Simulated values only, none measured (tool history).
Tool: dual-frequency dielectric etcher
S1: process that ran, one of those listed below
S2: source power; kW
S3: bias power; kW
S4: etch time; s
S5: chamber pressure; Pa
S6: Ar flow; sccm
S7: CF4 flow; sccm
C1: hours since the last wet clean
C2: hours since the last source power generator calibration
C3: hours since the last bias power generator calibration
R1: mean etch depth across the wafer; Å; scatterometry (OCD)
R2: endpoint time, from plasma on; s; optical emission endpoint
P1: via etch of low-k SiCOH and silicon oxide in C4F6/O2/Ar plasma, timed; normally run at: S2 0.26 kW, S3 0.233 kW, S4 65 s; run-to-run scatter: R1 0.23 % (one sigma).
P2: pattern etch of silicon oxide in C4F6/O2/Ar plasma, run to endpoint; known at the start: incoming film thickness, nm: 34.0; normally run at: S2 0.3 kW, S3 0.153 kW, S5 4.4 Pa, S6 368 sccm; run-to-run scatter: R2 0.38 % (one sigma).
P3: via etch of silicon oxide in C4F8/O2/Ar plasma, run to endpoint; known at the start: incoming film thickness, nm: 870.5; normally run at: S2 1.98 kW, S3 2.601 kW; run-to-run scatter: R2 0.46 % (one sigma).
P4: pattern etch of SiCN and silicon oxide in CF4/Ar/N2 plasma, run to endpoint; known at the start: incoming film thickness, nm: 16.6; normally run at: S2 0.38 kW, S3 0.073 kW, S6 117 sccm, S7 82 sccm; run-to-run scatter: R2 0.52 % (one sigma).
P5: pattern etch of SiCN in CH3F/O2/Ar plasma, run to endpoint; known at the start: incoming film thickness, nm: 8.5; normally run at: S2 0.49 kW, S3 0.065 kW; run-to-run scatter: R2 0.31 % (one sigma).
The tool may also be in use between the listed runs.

Run 1, hour 4.3: S1 P1, S2 0.26 kW, S3 0.233 kW, S4 65 s; C1 253.8; C2 674.1; C3 2298.6. Result: R1 1735.5 Å.
Run 2, hour 10.5: S1 P2, S2 0.3 kW, S3 0.153 kW, S5 4.4 Pa, S6 368 sccm; C1 260; C2 680.3; C3 2304.8. Result: R2 12.835 s.
Run 3, hour 15.1: S1 P4, S2 0.38 kW, S3 0.044 kW, S6 117 sccm, S7 82 sccm; C1 264.6; C2 684.9; C3 2309.4. Result: R2 26.421 s.
Run 4, hour 21.8: S1 P4, S2 0.38 kW, S3 0.073 kW, S6 117 sccm, S7 82 sccm; C1 271.3; C2 691.6; C3 2316.1. Result: R2 22.356 s.
Run 5, hour 27.4: S1 P3, S2 1.98 kW, S3 2.601 kW; C1 276.9; C2 697.2; C3 2321.7. Result: R2 155.74 s.
Run 6, hour 31.9: S1 P1, S2 0.26 kW, S3 0.233 kW, S4 65 s; C1 281.4; C2 701.7; C3 2326.2. Result: R1 1731.5 Å.
Run 7, hour 38.4: S1 P1, S2 0.26 kW, S3 0.233 kW, S4 36 s; C1 287.9; C2 708.2; C3 2332.7. Result: R1 958.96 Å.
Run 8, hour 44.7: S1 P1, S2 0.32 kW, S3 0.233 kW, S4 94 s; C1 294.2; C2 714.5; C3 2339. Result: R1 2724 Å.
Run 9, hour 50: S1 P1, S2 0.26 kW, S3 0.233 kW, S4 85 s; C1 299.5; C2 719.8; C3 2344.3. Result: R1 2269.5 Å.
Run 10, hour 55.5: S1 P1, S2 0.26 kW, S3 0.172 kW, S4 48 s; C1 305; C2 725.3; C3 2349.8. Result: R1 1160.1 Å.
Run 11, hour 59.6: S1 P1, S2 0.26 kW, S3 0.149 kW, S4 65 s; C1 309.1; C2 729.4; C3 2353.9. Result: R1 1492.5 Å.
Run 12, hour 63.8: S1 P1, S2 0.34 kW, S3 0.233 kW, S4 65 s; C1 313.3; C2 733.6; C3 2358.1. Result: R1 1925.3 Å.
Run 13, hour 70.4: S1 P4, S2 0.52 kW, S3 0.073 kW, S6 117 sccm, S7 82 sccm; C1 319.9; C2 740.2; C3 2364.7. Result: R2 16.846 s.
Run 14, hour 75.2: S1 P2, S2 0.17 kW, S3 0.153 kW, S5 4.4 Pa, S6 368 sccm; C1 324.7; C2 745; C3 2369.5. Result: R2 16.049 s.
Run 15, hour 81.6: S1 P4, S2 0.38 kW, S3 0.073 kW, S6 117 sccm, S7 60 sccm; C1 331.1; C2 751.4; C3 2375.9. Result: R2 23.548 s.
Run 16, hour 87.4: S1 P4, S2 0.38 kW, S3 0.073 kW, S6 95 sccm, S7 82 sccm; C1 336.9; C2 757.2; C3 2381.7. Result: R2 21.962 s.
Run 17, hour 94: S1 P1, S2 0.26 kW, S3 0.233 kW, S4 65 s; C1 343.5; C2 763.8; C3 2388.3. Result: R1 1727.7 Å.
Run 18, hour 98.2: S1 P5, S2 0.58 kW, S3 0.065 kW; C1 347.7; C2 768; C3 2392.5. Result: R2 20.322 s.
Run 19, hour 101.6: S1 P3, S2 1.28 kW, S3 2.601 kW; C1 351.1; C2 771.4; C3 2395.9. Result: R2 184.28 s.
Run 20, hour 105.9: S1 P2, S2 0.3 kW, S3 0.153 kW, S5 4.4 Pa, S6 474 sccm; C1 355.4; C2 775.7; C3 2400.2. Result: R2 13.218 s.
Run 21, hour 110.7: S1 P1, S2 0.26 kW, S3 0.233 kW, S4 65 s; C1 360.2; C2 780.5; C3 2405. Result: R1 1737.7 Å.
Run 22, hour 114.7: S1 P1, S2 0.26 kW, S3 0.233 kW, S4 65 s; C1 364.2; C2 784.5; C3 2409. Result: R1 1736.9 Å.
Run 23, hour 118.5: S1 P2, S2 0.3 kW, S3 0.153 kW, S5 4.4 Pa, S6 368 sccm; C1 368; C2 788.3; C3 2412.8. Result: R2 12.862 s.
Run 24, hour 124: S1 P1, S2 0.17 kW, S3 0.233 kW, S4 65 s; C1 373.5; C2 793.8; C3 2418.3. Result: R1 1482.2 Å.
Run 25, hour 129.3: S1 P1, S2 0.26 kW, S3 0.29 kW, S4 65 s; C1 378.8; C2 799.1; C3 2423.6. Result: R1 1869.5 Å.
Run 26, hour 134.9: S1 P2, S2 0.3 kW, S3 0.204 kW, S5 4.4 Pa, S6 368 sccm; C1 384.4; C2 804.7; C3 2429.2. Result: R2 11.75 s.
Run 27, hour 140.8: S1 P3, S2 1.98 kW, S3 2.601 kW; C1 390.3; C2 810.6; C3 2435.1. Result: R2 156.29 s.
Run 28, hour 145.9: S1 P2, S2 0.3 kW, S3 0.153 kW, S5 6.07 Pa, S6 368 sccm; C1 395.4; C2 815.7; C3 2440.2. Result: R2 13.378 s.
Run 29, hour 149.9: S1 P5, S2 0.49 kW, S3 0.086 kW; C1 399.4; C2 819.7; C3 2444.2. Result: R2 19.605 s.

The next listed run, before its measurement:
Run 30, hour 153.3: S1 P3, S2 1.98 kW, S3 1.534 kW; C1 402.8; C2 823.1; C3 2447.6. Result: R2 ?.

R2: 180.36 s
